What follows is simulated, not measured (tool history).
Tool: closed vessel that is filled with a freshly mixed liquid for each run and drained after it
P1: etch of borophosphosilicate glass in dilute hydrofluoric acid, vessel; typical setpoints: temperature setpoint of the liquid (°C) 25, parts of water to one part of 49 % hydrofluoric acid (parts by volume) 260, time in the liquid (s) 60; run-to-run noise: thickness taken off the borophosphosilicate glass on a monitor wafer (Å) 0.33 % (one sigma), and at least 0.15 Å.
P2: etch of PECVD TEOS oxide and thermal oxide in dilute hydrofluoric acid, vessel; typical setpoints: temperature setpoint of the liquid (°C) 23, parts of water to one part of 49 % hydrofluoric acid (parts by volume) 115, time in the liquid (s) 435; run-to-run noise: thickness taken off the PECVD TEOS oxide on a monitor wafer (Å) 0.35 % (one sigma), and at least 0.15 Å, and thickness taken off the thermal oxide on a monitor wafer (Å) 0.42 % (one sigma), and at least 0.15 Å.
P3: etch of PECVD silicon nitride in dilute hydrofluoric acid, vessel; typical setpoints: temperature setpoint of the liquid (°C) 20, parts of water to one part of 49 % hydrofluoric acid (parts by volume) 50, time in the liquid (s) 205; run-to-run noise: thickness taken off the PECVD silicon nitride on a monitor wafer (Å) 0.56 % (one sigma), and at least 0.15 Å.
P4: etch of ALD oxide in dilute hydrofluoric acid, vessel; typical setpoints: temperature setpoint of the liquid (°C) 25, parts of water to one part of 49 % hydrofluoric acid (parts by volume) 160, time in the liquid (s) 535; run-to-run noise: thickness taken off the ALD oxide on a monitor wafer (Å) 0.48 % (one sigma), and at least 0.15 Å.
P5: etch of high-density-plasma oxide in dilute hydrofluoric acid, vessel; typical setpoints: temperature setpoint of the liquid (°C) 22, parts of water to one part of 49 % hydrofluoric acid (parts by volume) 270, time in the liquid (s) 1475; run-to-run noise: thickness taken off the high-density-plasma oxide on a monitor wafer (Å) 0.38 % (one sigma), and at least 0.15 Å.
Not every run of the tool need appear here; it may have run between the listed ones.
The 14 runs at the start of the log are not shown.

run,hour,process that ran,temperature setpoint of the liquid (°C),parts of water to one part of 49 % hydrofluoric acid (parts by volume),time in the liquid (s),thickness taken off the borophosphosilicate glass on a monitor wafer (Å),thickness taken off the high-density-plasma oxide on a monitor wafer (Å),thickness taken off the PECVD silicon nitride on a monitor wafer (Å),thickness taken off the ALD oxide on a monitor wafer (Å),thickness taken off the PECVD TEOS oxide on a monitor wafer (Å),thickness taken off the thermal oxide on a monitor wafer (Å)
15,102,P4,25,160,535,,,,313.34,,
16,107.7,P1,25,260,100,138.57,,,,,
17,113.6,P2,23,115,65,,,,,60.726,25.786
18,119.3,P1,25,370,60,52.413,,,,,
19,123.5,P5,17,270,1475,,191.14,,,,
20,131.7,P1,25,260,60,83.474,,,,,
21,138.1,P3,20,20,205,,,216.59,,,
22,145.6,P3,20,50,30,,,13.109,,,
23,154.5,P1,25,260,60,83.182,,,,,
24,159.5,P1,25,170,35,81.924,,,,,
25,168.7,P1,30.5,425,60,51.217,,,,,
26,176.1,P2,23,115,435,,,,,407.26,171.28
27,180.9,P2,31,115,435,,,,,553.51,233.24
28,187.8,P1,25,165,60,144.98,,,,,
29,195.8,P1,25,260,60,83.093,,,,,
30,200.8,P4,25,270,535,,,,163.51,,
31,206.4,P2,23,190,435,,,,,227.98,95.621

Run 32 has not been measured yet. What should we expect?
32,211.9,P1,25,260,60,?,,,,,

{"run 32": {"thickness taken off the borophosphosilicate glass on a monitor wafer (Å)": 82.924}}

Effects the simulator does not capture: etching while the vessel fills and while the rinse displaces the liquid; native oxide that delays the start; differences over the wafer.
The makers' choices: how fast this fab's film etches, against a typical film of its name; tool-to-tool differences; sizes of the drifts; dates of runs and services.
